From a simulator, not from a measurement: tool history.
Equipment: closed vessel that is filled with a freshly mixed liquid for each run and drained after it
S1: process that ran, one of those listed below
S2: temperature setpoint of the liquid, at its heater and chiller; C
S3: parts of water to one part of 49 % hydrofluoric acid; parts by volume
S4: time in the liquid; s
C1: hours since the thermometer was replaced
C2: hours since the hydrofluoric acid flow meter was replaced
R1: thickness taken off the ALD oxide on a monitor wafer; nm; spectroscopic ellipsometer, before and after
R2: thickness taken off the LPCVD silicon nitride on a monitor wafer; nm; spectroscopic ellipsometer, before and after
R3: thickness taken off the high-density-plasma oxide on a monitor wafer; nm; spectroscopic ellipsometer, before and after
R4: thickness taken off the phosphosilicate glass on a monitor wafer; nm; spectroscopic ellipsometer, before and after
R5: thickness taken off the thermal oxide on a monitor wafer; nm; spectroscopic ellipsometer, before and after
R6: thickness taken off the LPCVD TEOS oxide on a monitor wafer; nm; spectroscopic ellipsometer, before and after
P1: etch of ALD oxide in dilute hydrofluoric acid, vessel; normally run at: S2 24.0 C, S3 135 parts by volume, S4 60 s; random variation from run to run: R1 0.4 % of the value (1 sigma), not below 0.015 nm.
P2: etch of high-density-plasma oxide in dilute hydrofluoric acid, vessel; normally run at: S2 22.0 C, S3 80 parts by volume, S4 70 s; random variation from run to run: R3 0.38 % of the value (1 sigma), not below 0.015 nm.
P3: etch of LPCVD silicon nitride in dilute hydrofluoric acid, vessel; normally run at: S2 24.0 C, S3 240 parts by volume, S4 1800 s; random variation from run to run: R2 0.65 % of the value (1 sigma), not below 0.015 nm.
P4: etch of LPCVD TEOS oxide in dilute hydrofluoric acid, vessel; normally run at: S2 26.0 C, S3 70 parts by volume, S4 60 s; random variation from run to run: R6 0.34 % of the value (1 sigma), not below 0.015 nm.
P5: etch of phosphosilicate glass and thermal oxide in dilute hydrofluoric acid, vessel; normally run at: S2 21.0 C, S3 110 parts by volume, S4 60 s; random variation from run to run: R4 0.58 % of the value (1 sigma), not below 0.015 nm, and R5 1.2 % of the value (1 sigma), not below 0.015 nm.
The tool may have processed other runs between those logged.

run   hour  S1    S2   S3    S4     C1     C2       R1      R2       R3      R4      R5      R6
  1    6.5  P1  24.0  135    60  613.3  721.1  11.9110
  2   11.8  P3  24.0  240  1800  618.6  726.4           3.2982
  3   18.3  P2  22.0   35    70  625.1  732.9                   13.4470
  4   24.3  P5  21.0  110    90  631.1  738.9                            94.421  3.4871
  5   30.4  P1  24.0  135    60  637.2  745.0  11.8930
  6   34.6  P4  19.5   70    60  641.4  749.2                                            34.307
  7   41.1  P2  22.0   80    70  647.9  755.7                    5.5009
  8   50.0  P4  26.0  125    60  656.8  764.6                                            23.242
  9   55.7  P1  24.0  135    60  662.5  770.3  11.9590
 10   60.7  P5  17.0  110    60  667.5  775.3                            53.516  1.9412
 11   65.5  P2  22.0   80    70  672.3  780.1                    5.5931
 12   71.2  P1  24.0  205    60  678.0  785.8   7.2839
 13   76.2  P2  22.0   80    30  683.0  790.8                    2.4005
 14   82.4  P2  27.0   80    70  689.2  797.0                    6.7877
 15   88.0  P1  24.0  135   110  694.8  802.6  21.8310
 16   93.3  P3  24.0  440  1800  700.1  807.9           1.8468
 17   99.9  P3  19.5  240  1800  706.7  814.5           2.4819
 18  108.8  P1  24.0  135    60  715.6  823.4  11.9270
 19  115.4  P1  24.0  135    60  722.2  830.0  11.8870
 20  119.9  P1  17.0  135    60  726.7  834.5   9.0393
 21  125.3  P4  26.0   70    60  732.1  839.9                                            44.528
 22  129.9  P3  24.0  240  1800  736.7  844.5           3.2880
 23  135.1  P4  26.0   70    95  741.9  849.7                                            70.394
 24  142.9  P1  24.0  135    30  749.7  857.5   5.9540
 25  147.2  P1  20.0   80    60  754.0  861.8  18.4340
 26  153.1  P1  24.0  135    60  759.9  867.7  11.9790
 27  160.9  P1  29.0  135    60  767.7  875.5  14.5660
 28  166.5  P5  21.0  110    60  773.3  881.1                            63.059  2.3265
 29  173.1  P5  21.0  110    60  779.9  887.7                            63.248  2.2973
 30  178.7  P3  24.0  240   855  785.5  893.3           1.5692
 31  186.1  P1  28.0   70    60  792.9  900.7  29.0850
 32  194.6  P5  21.0  195    60  801.4  909.2                            32.445  1.1775
 33  199.8  P1  24.0   50    60  806.6  914.4  35.9840
 34  208.5  P1  24.0  135    60  815.3  923.1  11.9900
 35  213.6  P1  24.0  135    60  820.4  928.2  11.5880
 36  221.8  P1  24.0  135    60  828.6  936.4  11.4270
 37  229.6  P1  24.0  135    60  836.4  944.2  11.1260
 38  235.2  P1  24.0  135    60  842.0  949.8  11.1000

Run 39 has not been measured yet. What should we expect?
 39  240.2  P1  24.0  135  60  847.0  954.8   ?

{"run 39": {"R1": 11.109}}

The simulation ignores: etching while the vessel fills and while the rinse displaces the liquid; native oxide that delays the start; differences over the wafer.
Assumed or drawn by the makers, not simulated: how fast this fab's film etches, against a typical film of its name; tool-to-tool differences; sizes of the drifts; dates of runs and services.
